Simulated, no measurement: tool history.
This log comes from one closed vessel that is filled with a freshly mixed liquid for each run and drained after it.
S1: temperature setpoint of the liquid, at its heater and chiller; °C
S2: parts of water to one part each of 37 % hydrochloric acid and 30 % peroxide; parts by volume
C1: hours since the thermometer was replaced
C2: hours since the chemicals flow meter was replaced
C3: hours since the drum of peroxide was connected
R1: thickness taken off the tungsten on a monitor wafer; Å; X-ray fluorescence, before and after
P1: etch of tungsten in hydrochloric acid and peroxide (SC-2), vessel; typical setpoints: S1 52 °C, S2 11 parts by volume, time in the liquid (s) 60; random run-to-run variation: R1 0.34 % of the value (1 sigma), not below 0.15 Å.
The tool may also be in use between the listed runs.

Run 1, hour 9: S1 52 °C, S2 11 parts by volume, time in the liquid (s) 60; C1 1538.6; C2 776.8; C3 517. Result: R1 110.08 Å.
Run 2, hour 22.3: S1 52 °C, S2 11 parts by volume, time in the liquid (s) 120; C1 1551.9; C2 790.1; C3 530.3. Result: R1 220.46 Å.
Run 3, hour 29.2: S1 52 °C, S2 11 parts by volume, time in the liquid (s) 60; C1 1558.8; C2 797; C3 537.2. Result: R1 110.15 Å.
Run 4, hour 36.7: S1 52 °C, S2 11 parts by volume, time in the liquid (s) 60; C1 1566.3; C2 804.5; C3 544.7. Result: R1 110.07 Å.
Run 5, hour 49: S1 52 °C, S2 4 parts by volume, time in the liquid (s) 60; C1 1578.6; C2 816.8; C3 557. Result: R1 239 Å.
Run 6, hour 55.7: S1 60.5 °C, S2 11 parts by volume, time in the liquid (s) 60; C1 1585.3; C2 823.5; C3 563.7. Result: R1 188.73 Å.
Run 7, hour 66.5: S1 52 °C, S2 11 parts by volume, time in the liquid (s) 30; C1 1596.1; C2 834.3; C3 574.5. Result: R1 54.926 Å.
Run 8, hour 81.1: S1 52 °C, S2 19.5 parts by volume, time in the liquid (s) 60; C1 1610.7; C2 848.9; C3 589.1. Result: R1 66.581 Å.
Run 9, hour 87.5: S1 52 °C, S2 18 parts by volume, time in the liquid (s) 85; C1 1617.1; C2 855.3; C3 595.5. Result: R1 101.37 Å.
Run 10, hour 101.1: S1 52 °C, S2 11 parts by volume, time in the liquid (s) 60; C1 1630.7; C2 868.9; C3 609.1. Result: R1 110.11 Å.
Run 11, hour 110.8: S1 52 °C, S2 11 parts by volume, time in the liquid (s) 60; C1 1640.4; C2 878.6; C3 618.8. Result: R1 110.2 Å.
Run 12, hour 123.4: S1 52 °C, S2 11 parts by volume, time in the liquid (s) 60; C1 1653; C2 891.2; C3 631.4. Result: R1 109.83 Å.
Run 13, hour 134.7: S1 40 °C, S2 11 parts by volume, time in the liquid (s) 60; C1 1664.3; C2 902.5; C3 642.7. Result: R1 48.452 Å.
Run 14, hour 147: S1 52 °C, S2 11 parts by volume, time in the liquid (s) 60; C1 1676.6; C2 914.8; C3 655. Result: R1 109.49 Å.
Run 15, hour 157.7: S1 52 °C, S2 11 parts by volume, time in the liquid (s) 60; C1 1687.3; C2 925.5; C3 665.7. Result: R1 113.55 Å.
Run 16, hour 169.7: S1 52 °C, S2 11 parts by volume, time in the liquid (s) 60; C1 1699.3; C2 937.5; C3 677.7. Result: R1 115.32 Å.
Run 17, hour 182.3: S1 52 °C, S2 11 parts by volume, time in the liquid (s) 60; C1 1711.9; C2 950.1; C3 690.3. Result: R1 117.12 Å.
Run 18, hour 197.1: S1 52 °C, S2 11 parts by volume, time in the liquid (s) 60; C1 1726.7; C2 964.9; C3 705.1. Result: R1 118.11 Å.
Run 19, hour 205.9: S1 52 °C, S2 11 parts by volume, time in the liquid (s) 60; C1 1735.5; C2 973.7; C3 713.9. Result: R1 118.17 Å.
Run 20, hour 218.9: S1 52 °C, S2 11 parts by volume, time in the liquid (s) 60; C1 1748.5; C2 986.7; C3 726.9. Result: R1 118.59 Å.
Run 21, hour 225.6: S1 52 °C, S2 11 parts by volume, time in the liquid (s) 60; C1 1755.2; C2 993.4; C3 733.6. Result: R1 119.59 Å.
Run 22, hour 239.4: S1 52 °C, S2 11 parts by volume, time in the liquid (s) 60; C1 1769; C2 1007.2; C3 747.4. Result: R1 119.78 Å.
Run 23, hour 250: S1 52 °C, S2 11 parts by volume, time in the liquid (s) 60; C1 1779.6; C2 1017.8; C3 758. Result: R1 119.4 Å.
Run 24, hour 260.6: S1 52 °C, S2 11 parts by volume, time in the liquid (s) 60; C1 1790.2; C2 1028.4; C3 768.6. Result: R1 119.38 Å.

For run 25, what comes out?
Run 25, hour 273: S1 52 °C, S2 11 parts by volume, time in the liquid (s) 60; C1 1802.6; C2 1040.8; C3 781. Result: R1 ?.

{"run 25": {"R1": 119.39}}
